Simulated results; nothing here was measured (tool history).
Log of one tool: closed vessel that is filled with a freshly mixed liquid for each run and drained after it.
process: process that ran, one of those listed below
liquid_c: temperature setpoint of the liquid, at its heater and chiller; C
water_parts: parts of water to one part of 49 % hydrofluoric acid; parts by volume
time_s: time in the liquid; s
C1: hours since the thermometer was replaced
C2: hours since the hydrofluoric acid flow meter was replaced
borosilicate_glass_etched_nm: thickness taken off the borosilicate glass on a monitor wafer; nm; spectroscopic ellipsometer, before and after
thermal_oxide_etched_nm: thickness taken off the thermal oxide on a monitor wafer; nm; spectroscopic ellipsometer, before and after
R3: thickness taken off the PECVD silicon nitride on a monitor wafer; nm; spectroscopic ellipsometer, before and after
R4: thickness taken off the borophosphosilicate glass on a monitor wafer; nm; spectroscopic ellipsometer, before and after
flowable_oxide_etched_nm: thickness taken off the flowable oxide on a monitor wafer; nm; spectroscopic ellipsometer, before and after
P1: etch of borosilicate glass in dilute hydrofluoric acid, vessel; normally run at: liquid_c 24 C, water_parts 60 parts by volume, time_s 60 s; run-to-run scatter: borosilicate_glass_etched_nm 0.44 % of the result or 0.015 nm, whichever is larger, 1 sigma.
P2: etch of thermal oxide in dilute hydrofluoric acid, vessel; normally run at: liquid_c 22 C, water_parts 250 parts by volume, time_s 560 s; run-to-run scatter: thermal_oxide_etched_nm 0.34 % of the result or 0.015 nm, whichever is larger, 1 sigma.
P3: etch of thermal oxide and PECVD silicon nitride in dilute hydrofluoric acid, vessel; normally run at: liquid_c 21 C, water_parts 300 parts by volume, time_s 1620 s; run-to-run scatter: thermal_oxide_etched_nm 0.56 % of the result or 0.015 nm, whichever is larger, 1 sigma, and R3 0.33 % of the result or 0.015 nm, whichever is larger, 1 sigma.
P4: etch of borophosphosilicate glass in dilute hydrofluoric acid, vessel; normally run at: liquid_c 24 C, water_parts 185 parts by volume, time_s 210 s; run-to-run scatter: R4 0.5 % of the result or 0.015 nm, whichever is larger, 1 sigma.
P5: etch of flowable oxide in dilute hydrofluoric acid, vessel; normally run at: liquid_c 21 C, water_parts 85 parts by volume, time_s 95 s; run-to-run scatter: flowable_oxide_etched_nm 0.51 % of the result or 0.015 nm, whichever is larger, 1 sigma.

Run 1, hour 8.8: process P1, liquid_c 24 C, water_parts 60 parts by volume, time_s 60 s; C1 1506.5; C2 409.3. Result: borosilicate_glass_etched_nm 21.005 nm.
Run 2, hour 15.1: process P3, liquid_c 21 C, water_parts 300 parts by volume, time_s 1620 s; C1 1512.8; C2 415.6. Result: thermal_oxide_etched_nm 17.697 nm, R3 26.723 nm.
Run 3, hour 25.1: process P2, liquid_c 22 C, water_parts 55 parts by volume, time_s 560 s; C1 1522.8; C2 425.6. Result: thermal_oxide_etched_nm 48.605 nm.
Run 4, hour 33.7: process P1, liquid_c 24 C, water_parts 20 parts by volume, time_s 60 s; C1 1531.4; C2 434.2. Result: borosilicate_glass_etched_nm 67.054 nm.
Run 5, hour 43.6: process P4, liquid_c 24 C, water_parts 185 parts by volume, time_s 210 s; C1 1541.3; C2 444.1. Result: R4 38.23 nm.
Run 6, hour 52.6: process P1, liquid_c 24 C, water_parts 60 parts by volume, time_s 30 s; C1 1550.3; C2 453.1. Result: borosilicate_glass_etched_nm 10.485 nm.
Run 7, hour 59.6: process P3, liquid_c 21 C, water_parts 520 parts by volume, time_s 1620 s; C1 1557.3; C2 460.1. Result: thermal_oxide_etched_nm 8.5846 nm, R3 15.753 nm.
Run 8, hour 66.9: process P2, liquid_c 22 C, water_parts 250 parts by volume, time_s 45 s; C1 1564.6; C2 467.4. Result: thermal_oxide_etched_nm 0.68506 nm.
Run 9, hour 78.1: process P2, liquid_c 22 C, water_parts 250 parts by volume, time_s 560 s; C1 1575.8; C2 478.6. Result: thermal_oxide_etched_nm 8.633 nm.
Run 10, hour 90.5: process P1, liquid_c 24 C, water_parts 60 parts by volume, time_s 60 s; C1 1588.2; C2 491. Result: borosilicate_glass_etched_nm 21.065 nm.
Run 11, hour 98.8: process P3, liquid_c 21 C, water_parts 300 parts by volume, time_s 50 s; C1 1596.5; C2 499.3. Result: thermal_oxide_etched_nm 0.5428 nm, R3 0.82827 nm.
Run 12, hour 109.8: process P1, liquid_c 24 C, water_parts 60 parts by volume, time_s 85 s; C1 1607.5; C2 510.3. Result: borosilicate_glass_etched_nm 29.672 nm.
Run 13, hour 120.7: process P4, liquid_c 24 C, water_parts 105 parts by volume, time_s 210 s; C1 1618.4; C2 521.2. Result: R4 73.958 nm.
Run 14, hour 129: process P3, liquid_c 21 C, water_parts 300 parts by volume, time_s 1620 s; C1 1626.7; C2 529.5. Result: thermal_oxide_etched_nm 17.824 nm, R3 26.726 nm.
Run 15, hour 142.7: process P5, liquid_c 21 C, water_parts 145 parts by volume, time_s 95 s; C1 1640.4; C2 543.2. Result: flowable_oxide_etched_nm 11.606 nm.
Run 16, hour 155.1: process P1, liquid_c 17 C, water_parts 35 parts by volume, time_s 60 s; C1 1652.8; C2 555.6. Result: borosilicate_glass_etched_nm 27.499 nm.
Run 17, hour 163.8: process P1, liquid_c 24 C, water_parts 60 parts by volume, time_s 60 s; C1 1661.5; C2 564.3. Result: borosilicate_glass_etched_nm 21.006 nm.
Run 18, hour 173.6: process P2, liquid_c 28 C, water_parts 250 parts by volume, time_s 560 s; C1 1671.3; C2 574.1. Result: thermal_oxide_etched_nm 10.66 nm.
Run 19, hour 183.6: process P4, liquid_c 24 C, water_parts 185 parts by volume, time_s 30 s; C1 1681.3; C2 584.1. Result: R4 5.3948 nm.
Run 20, hour 195: process P1, liquid_c 30 C, water_parts 60 parts by volume, time_s 60 s; C1 1692.7; C2 595.5. Result: borosilicate_glass_etched_nm 26.425 nm.
Run 21, hour 204.2: process P5, liquid_c 27 C, water_parts 85 parts by volume, time_s 95 s; C1 1701.9; C2 604.7. Result: flowable_oxide_etched_nm 26.838 nm.
Run 22, hour 212.6: process P1, liquid_c 18.5 C, water_parts 60 parts by volume, time_s 60 s; C1 1710.3; C2 613.1. Result: borosilicate_glass_etched_nm 16.743 nm.
Run 23, hour 225.2: process P1, liquid_c 24 C, water_parts 80 parts by volume, time_s 60 s; C1 1722.9; C2 625.7. Result: borosilicate_glass_etched_nm 15.365 nm.
Run 24, hour 232.3: process P3, liquid_c 28 C, water_parts 300 parts by volume, time_s 1620 s; C1 1730; C2 632.8. Result: thermal_oxide_etched_nm 22.582 nm, R3 41.013 nm.
At hour 237.2: hydrofluoric acid flow meter replaced.
Run 25, hour 241.1: process P4, liquid_c 29.5 C, water_parts 185 parts by volume, time_s 210 s; C1 1738.8; C2 4. Result: R4 46.579 nm.
Run 26, hour 248.4: process P1, liquid_c 24 C, water_parts 60 parts by volume, time_s 60 s; C1 1746.1; C2 11.3. Result: borosilicate_glass_etched_nm 20.974 nm.
Run 27, hour 262.5: process P1, liquid_c 24 C, water_parts 60 parts by volume, time_s 60 s; C1 1760.2; C2 25.4. Result: borosilicate_glass_etched_nm 21.023 nm.
Run 28, hour 269.2: process P5, liquid_c 21 C, water_parts 85 parts by volume, time_s 140 s; C1 1766.9; C2 32.1. Result: flowable_oxide_etched_nm 31.294 nm.
Run 29, hour 276.1: process P5, liquid_c 21 C, water_parts 85 parts by volume, time_s 95 s; C1 1773.8; C2 39. Result: flowable_oxide_etched_nm 21.256 nm.
Run 30, hour 287.8: process P1, liquid_c 18 C, water_parts 105 parts by volume, time_s 60 s; C1 1785.5; C2 50.7. Result: borosilicate_glass_etched_nm 8.8714 nm.
Run 31, hour 298.6: process P1, liquid_c 24 C, water_parts 60 parts by volume, time_s 60 s; C1 1796.3; C2 61.5. Result: borosilicate_glass_etched_nm 20.923 nm.
Run 32, hour 311.7: process P1, liquid_c 24 C, water_parts 60 parts by volume, time_s 60 s; C1 1809.4; C2 74.6. Result: borosilicate_glass_etched_nm 20.401 nm.
Run 33, hour 325.3: process P1, liquid_c 24 C, water_parts 60 parts by volume, time_s 60 s; C1 1823; C2 88.2. Result: borosilicate_glass_etched_nm 19.966 nm.
Run 34, hour 334: process P1, liquid_c 24 C, water_parts 60 parts by volume, time_s 60 s; C1 1831.7; C2 96.9. Result: borosilicate_glass_etched_nm 19.727 nm.
Run 35, hour 347.4: process P1, liquid_c 24 C, water_parts 60 parts by volume, time_s 60 s; C1 1845.1; C2 110.3. Result: borosilicate_glass_etched_nm 19.709 nm.
Run 36, hour 356.9: process P1, liquid_c 24 C, water_parts 60 parts by volume, time_s 60 s; C1 1854.6; C2 119.8. Result: borosilicate_glass_etched_nm 19.659 nm.
Run 37, hour 369: process P1, liquid_c 24 C, water_parts 60 parts by volume, time_s 60 s; C1 1866.7; C2 131.9. Result: borosilicate_glass_etched_nm 19.464 nm.
Run 38, hour 381.6: process P1, liquid_c 24 C, water_parts 60 parts by volume, time_s 60 s; C1 1879.3; C2 144.5. Result: borosilicate_glass_etched_nm 19.643 nm.

What P1 gives has crept away from where it was. These 2 causes fit the log equally well, each at the size given:
A: liquid colder than its thermometer reads (K) = 1.79
B: hydrofluoric acid flow below the setpoint (%) = 6.56
The creep began at about hour 298.6.

4 check runs are offered, one wafer each, their results left as question marks. Which one tells the causes apart?
Run check 1, hour 394.2: process P5, liquid_c 21 C, water_parts 85 parts by volume, time_s 135 s. Result: flowable_oxide_etched_nm ?.
Run check 2, hour 394.2: process P2, liquid_c 22 C, water_parts 85 parts by volume, time_s 255 s. Result: thermal_oxide_etched_nm ?.
Run check 3, hour 394.2: process P3, liquid_c 26.5 C, water_parts 300 parts by volume, time_s 1030 s. Result: thermal_oxide_etched_nm ?, R3 ?.
Run check 4, hour 394.2: process P4, liquid_c 24 C, water_parts 135 parts by volume, time_s 60 s. Result: R4 ?.

What each check would give under each cause:
  check                    result    if A    if B
check 1  flowable_oxide_etched_nm   27.99  27.971
check 2   thermal_oxide_etched_nm  12.844  12.825
check 3   thermal_oxide_etched_nm  12.943  12.582
check 3                        R3  21.391  22.246
check 4                        R4  14.791  14.657
How far apart the two closest causes lie, in the result that separates them most: check 1 0.07 %; check 2 0.15 %; check 3 3.92 %; check 4 0.91 %
Check 3 tells the causes apart: in the others they would give nearly the same result.

Then check 3 was run and gave: thermal_oxide_etched_nm 12.631 nm; R3 22.222 nm. Which cause is it?

It is B: hydrofluoric acid flow below the setpoint (%).
